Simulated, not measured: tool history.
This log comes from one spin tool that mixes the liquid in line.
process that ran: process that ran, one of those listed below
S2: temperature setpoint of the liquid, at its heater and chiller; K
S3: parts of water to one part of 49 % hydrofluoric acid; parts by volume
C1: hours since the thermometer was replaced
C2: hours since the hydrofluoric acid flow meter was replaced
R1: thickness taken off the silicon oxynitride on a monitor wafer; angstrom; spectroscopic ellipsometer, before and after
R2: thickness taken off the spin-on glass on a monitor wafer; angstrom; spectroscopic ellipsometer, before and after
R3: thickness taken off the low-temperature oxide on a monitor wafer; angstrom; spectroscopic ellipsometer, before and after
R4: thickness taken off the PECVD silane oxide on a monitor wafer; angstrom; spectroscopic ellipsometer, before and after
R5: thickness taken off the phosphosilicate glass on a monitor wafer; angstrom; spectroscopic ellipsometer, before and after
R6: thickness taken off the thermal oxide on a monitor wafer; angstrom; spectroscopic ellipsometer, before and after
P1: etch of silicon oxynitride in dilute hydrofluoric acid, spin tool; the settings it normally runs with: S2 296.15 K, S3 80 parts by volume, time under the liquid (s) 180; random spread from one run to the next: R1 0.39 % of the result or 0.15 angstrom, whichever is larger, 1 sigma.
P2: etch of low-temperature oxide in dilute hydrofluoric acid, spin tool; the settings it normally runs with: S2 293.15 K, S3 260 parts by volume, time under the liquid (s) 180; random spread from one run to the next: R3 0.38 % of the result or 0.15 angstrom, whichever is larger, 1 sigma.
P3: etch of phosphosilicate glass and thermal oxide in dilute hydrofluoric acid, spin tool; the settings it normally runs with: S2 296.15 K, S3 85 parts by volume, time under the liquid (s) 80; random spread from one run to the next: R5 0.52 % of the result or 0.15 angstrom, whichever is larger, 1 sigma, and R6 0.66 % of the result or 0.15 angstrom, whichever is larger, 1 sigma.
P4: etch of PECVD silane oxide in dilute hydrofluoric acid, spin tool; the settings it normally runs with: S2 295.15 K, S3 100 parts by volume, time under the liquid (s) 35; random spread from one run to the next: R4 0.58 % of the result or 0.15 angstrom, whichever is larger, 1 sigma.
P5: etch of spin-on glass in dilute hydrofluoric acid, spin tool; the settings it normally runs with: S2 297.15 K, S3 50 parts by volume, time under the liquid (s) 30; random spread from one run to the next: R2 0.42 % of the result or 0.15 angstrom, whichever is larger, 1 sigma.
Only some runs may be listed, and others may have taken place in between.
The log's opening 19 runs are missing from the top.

{"run": 20, "hour": 173.5, "process that ran": "P1", "S2": 290.65, "S3": 80, "time under the liquid (s)": 180, "C1": 543.4, "C2": 71.4, "R1": 62.973}
{"run": 21, "hour": 182.3, "process that ran": "P5", "S2": 297.15, "S3": 50, "time under the liquid (s)": 30, "C1": 552.2, "C2": 80.2, "R2": 279.2}
{"run": 22, "hour": 190.2, "process that ran": "P3", "S2": 296.15, "S3": 85, "time under the liquid (s)": 80, "C1": 560.1, "C2": 88.1, "R5": 555.89, "R6": 42.354}
{"run": 23, "hour": 198.3, "process that ran": "P2", "S2": 293.15, "S3": 260, "time under the liquid (s)": 300, "C1": 568.2, "C2": 96.2, "R3": 163.33}
{"run": 24, "hour": 210.7, "process that ran": "P3", "S2": 296.15, "S3": 85, "time under the liquid (s)": 80, "C1": 580.6, "C2": 108.6, "R5": 556.61, "R6": 42.432}
{"run": 25, "hour": 221.2, "process that ran": "P3", "S2": 296.15, "S3": 25, "time under the liquid (s)": 80, "C1": 591.1, "C2": 119.1, "R5": 2021.4, "R6": 155.05}
{"run": 26, "hour": 227.1, "process that ran": "P2", "S2": 293.15, "S3": 260, "time under the liquid (s)": 180, "C1": 597.0, "C2": 125.0, "R3": 97.999}
{"run": 27, "hour": 234.1, "process that ran": "P1", "S2": 290.15, "S3": 35, "time under the liquid (s)": 180, "C1": 604.0, "C2": 132.0, "R1": 143.99}
{"run": 28, "hour": 244.1, "process that ran": "P4", "S2": 295.15, "S3": 25, "time under the liquid (s)": 35, "C1": 614.0, "C2": 142.0, "R4": 557.32}
{"run": 29, "hour": 253.1, "process that ran": "P4", "S2": 303.65, "S3": 100, "time under the liquid (s)": 35, "C1": 623.0, "C2": 151.0, "R4": 176.42}
{"run": 30, "hour": 263.3, "process that ran": "P1", "S2": 296.15, "S3": 80, "time under the liquid (s)": 180, "C1": 633.2, "C2": 161.2, "R1": 82.901}
{"run": 31, "hour": 275.9, "process that ran": "P1", "S2": 296.15, "S3": 80, "time under the liquid (s)": 180, "C1": 645.8, "C2": 173.8, "R1": 82.778}
{"run": 32, "hour": 288.3, "process that ran": "P1", "S2": 296.15, "S3": 80, "time under the liquid (s)": 180, "C1": 658.2, "C2": 186.2, "R1": 82.824}
{"run": 33, "hour": 295.4, "process that ran": "P1", "S2": 296.15, "S3": 80, "time under the liquid (s)": 180, "C1": 665.3, "C2": 193.3, "R1": 84.49}

The next listed run, before its measurement:
{"run": 34, "hour": 303.8, "process that ran": "P1", "S2": 296.15, "S3": 80, "time under the liquid (s)": 180, "C1": 673.7, "C2": 201.7, "R1": "?"}

For run 34 the tool returned R1 86.593 angstrom.
